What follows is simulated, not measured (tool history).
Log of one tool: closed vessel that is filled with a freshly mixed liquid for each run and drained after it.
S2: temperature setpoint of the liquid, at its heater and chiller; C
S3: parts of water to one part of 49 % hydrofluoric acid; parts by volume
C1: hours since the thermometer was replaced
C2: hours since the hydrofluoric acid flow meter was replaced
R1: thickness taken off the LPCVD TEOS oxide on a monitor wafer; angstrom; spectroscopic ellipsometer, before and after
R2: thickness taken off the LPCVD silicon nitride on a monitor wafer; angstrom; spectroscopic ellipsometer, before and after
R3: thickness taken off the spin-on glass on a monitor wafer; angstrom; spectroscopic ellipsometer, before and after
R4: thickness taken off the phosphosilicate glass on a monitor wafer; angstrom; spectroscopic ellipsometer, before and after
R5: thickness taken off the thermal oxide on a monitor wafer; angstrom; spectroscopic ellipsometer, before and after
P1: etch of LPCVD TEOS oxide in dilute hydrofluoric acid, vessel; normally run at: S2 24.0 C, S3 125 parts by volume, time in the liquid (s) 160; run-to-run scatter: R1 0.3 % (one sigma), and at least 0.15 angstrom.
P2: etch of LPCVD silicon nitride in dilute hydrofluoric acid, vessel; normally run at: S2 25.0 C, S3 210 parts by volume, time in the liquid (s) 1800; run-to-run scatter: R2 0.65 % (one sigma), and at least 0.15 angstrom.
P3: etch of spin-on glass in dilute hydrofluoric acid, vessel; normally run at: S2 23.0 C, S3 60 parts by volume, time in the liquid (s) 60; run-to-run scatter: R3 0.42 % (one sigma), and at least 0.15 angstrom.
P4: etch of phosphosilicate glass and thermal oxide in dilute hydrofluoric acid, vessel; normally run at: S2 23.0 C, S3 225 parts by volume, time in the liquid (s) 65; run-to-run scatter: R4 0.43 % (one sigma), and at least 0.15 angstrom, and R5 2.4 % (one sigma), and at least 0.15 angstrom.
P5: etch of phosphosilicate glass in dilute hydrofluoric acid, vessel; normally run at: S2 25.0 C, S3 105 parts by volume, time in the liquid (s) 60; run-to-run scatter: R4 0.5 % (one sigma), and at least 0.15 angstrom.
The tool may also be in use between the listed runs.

run 1 hour=3.3 | process_that_ran=P1 S2=24.0 S3=125 time_in_the_liquid_(s)=160 | C1=399.5 C2=771.5 | R1=361.630
run 2 hour=6.7 | process_that_ran=P2 S2=17.5 S3=210 time_in_the_liquid_(s)=1800 | C1=402.9 C2=774.9 | R2=28.489
run 3 hour=9.8 | process_that_ran=P3 S2=23.0 S3=90 time_in_the_liquid_(s)=60 | C1=406.0 C2=778.0 | R3=219.99
run 4 hour=12.3 | process_that_ran=P1 S2=28.5 S3=205 time_in_the_liquid_(s)=160 | C1=408.5 C2=780.5 | R1=237.380
run 5 hour=15.5 | process_that_ran=P1 S2=24.0 S3=125 time_in_the_liquid_(s)=160 | C1=411.7 C2=783.7 | R1=364.940
run 6 hour=18.3 | process_that_ran=P4 S2=23.0 S3=225 time_in_the_liquid_(s)=65 | C1=414.5 C2=786.5 | R4=237.29 R5=10.9830
run 7 hour=20.5 | process_that_ran=P2 S2=25.0 S3=210 time_in_the_liquid_(s)=1800 | C1=416.7 C2=788.7 | R2=46.415
run 8 hour=22.5 | process_that_ran=P1 S2=24.0 S3=125 time_in_the_liquid_(s)=30 | C1=418.7 C2=790.7 | R1=67.829
run 9 hour=25.1 | process_that_ran=P4 S2=23.0 S3=225 time_in_the_liquid_(s)=30 | C1=421.3 C2=793.3 | R4=109.63 R5=4.7221
run 10 hour=27.3 | process_that_ran=P5 S2=25.0 S3=105 time_in_the_liquid_(s)=60 | C1=423.5 C2=795.5 | R4=352.88
run 11 hour=29.9 | process_that_ran=P1 S2=24.0 S3=125 time_in_the_liquid_(s)=160 | C1=426.1 C2=798.1 | R1=362.670
run 12 hour=31.8 | process_that_ran=P1 S2=24.0 S3=125 time_in_the_liquid_(s)=160 | C1=428.0 C2=800.0 | R1=361.680
run 13 hour=35.8 | process_that_ran=P1 S2=24.0 S3=60 time_in_the_liquid_(s)=230 | C1=432.0 C2=804.0 | R1=1175.200
run 14 hour=39.5 | process_that_ran=P4 S2=23.0 S3=55 time_in_the_liquid_(s)=65 | C1=435.7 C2=807.7 | R4=1177.30 R5=53.2530
run 15 hour=42.7 | process_that_ran=P5 S2=25.0 S3=105 time_in_the_liquid_(s)=60 | C1=438.9 C2=810.9 | R4=351.37
run 16 hour=46.8 | process_that_ran=P3 S2=23.0 S3=60 time_in_the_liquid_(s)=105 | C1=443.0 C2=815.0 | R3=595.53
run 17 hour=48.9 | process_that_ran=P3 S2=17.0 S3=60 time_in_the_liquid_(s)=60 | C1=445.1 C2=817.1 | R3=267.60
run 18 hour=53.1 | process_that_ran=P1 S2=24.0 S3=125 time_in_the_liquid_(s)=160 | C1=449.3 C2=821.3 | R1=363.740
run 19 hour=55.0 | process_that_ran=P1 S2=28.5 S3=125 time_in_the_liquid_(s)=160 | C1=451.2 C2=823.2 | R1=430.740
run 20 hour=59.2 | process_that_ran=P5 S2=25.0 S3=180 time_in_the_liquid_(s)=60 | C1=455.4 C2=827.4 | R4=189.44
run 21 hour=63.3 | process_that_ran=P5 S2=29.5 S3=105 time_in_the_liquid_(s)=60 | C1=459.5 C2=831.5 | R4=417.68
run 22 hour=66.3 | process_that_ran=P5 S2=25.0 S3=105 time_in_the_liquid_(s)=115 | C1=462.5 C2=834.5 | R4=674.11
run 23 hour=69.5 | process_that_ran=P2 S2=25.0 S3=210 time_in_the_liquid_(s)=675 | C1=465.7 C2=837.7 | R2=17.651
run 24 hour=71.4 | process_that_ran=P3 S2=23.0 S3=60 time_in_the_liquid_(s)=60 | C1=467.6 C2=839.6 | R3=344.68
run 25 hour=74.5 | process_that_ran=P1 S2=19.5 S3=125 time_in_the_liquid_(s)=160 | C1=470.7 C2=842.7 | R1=304.360
run 26 hour=76.4 | process_that_ran=P1 S2=24.0 S3=70 time_in_the_liquid_(s)=275 | C1=472.6 C2=844.6 | R1=1189.800
run 27 hour=78.9 | process_that_ran=P1 S2=24.0 S3=175 time_in_the_liquid_(s)=160 | C1=475.1 C2=847.1 | R1=243.990
run 28 hour=82.6 | process_that_ran=P1 S2=24.0 S3=125 time_in_the_liquid_(s)=160 | C1=478.8 C2=850.8 | R1=365.070
run 29 hour=86.8 | process_that_ran=P4 S2=17.0 S3=225 time_in_the_liquid_(s)=65 | C1=483.0 C2=855.0 | R4=186.90 R5=8.7545
run 30 hour=90.4 | process_that_ran=P1 S2=24.0 S3=125 time_in_the_liquid_(s)=230 | C1=486.6 C2=858.6 | R1=521.200
run 31 hour=92.4 | process_that_ran=P1 S2=24.0 S3=50 time_in_the_liquid_(s)=160 | C1=488.6 C2=860.6 | R1=996.340
run 32 hour=94.9 | process_that_ran=P2 S2=25.0 S3=55 time_in_the_liquid_(s)=1800 | C1=491.1 C2=863.1 | R2=175.780
run 33 hour=98.1 | process_that_ran=P4 S2=23.0 S3=225 time_in_the_liquid_(s)=65 | C1=494.3 C2=866.3 | R4=236.16 R5=11.3780
run 34 hour=101.0 | process_that_ran=P1 S2=24.0 S3=125 time_in_the_liquid_(s)=160 | C1=497.2 C2=869.2 | R1=362.820
run 35 hour=103.1 | process_that_ran=P1 S2=24.0 S3=125 time_in_the_liquid_(s)=160 | C1=499.3 C2=871.3 | R1=368.320
run 36 hour=107.1 | process_that_ran=P1 S2=24.0 S3=125 time_in_the_liquid_(s)=160 | C1=503.3 C2=875.3 | R1=377.060

The next listed run, before its measurement:
run 37 hour=111.1 | process_that_ran=P1 S2=24.0 S3=125 time_in_the_liquid_(s)=160 | C1=507.3 C2=879.3 | R1=?

R1: 381.510 angstrom
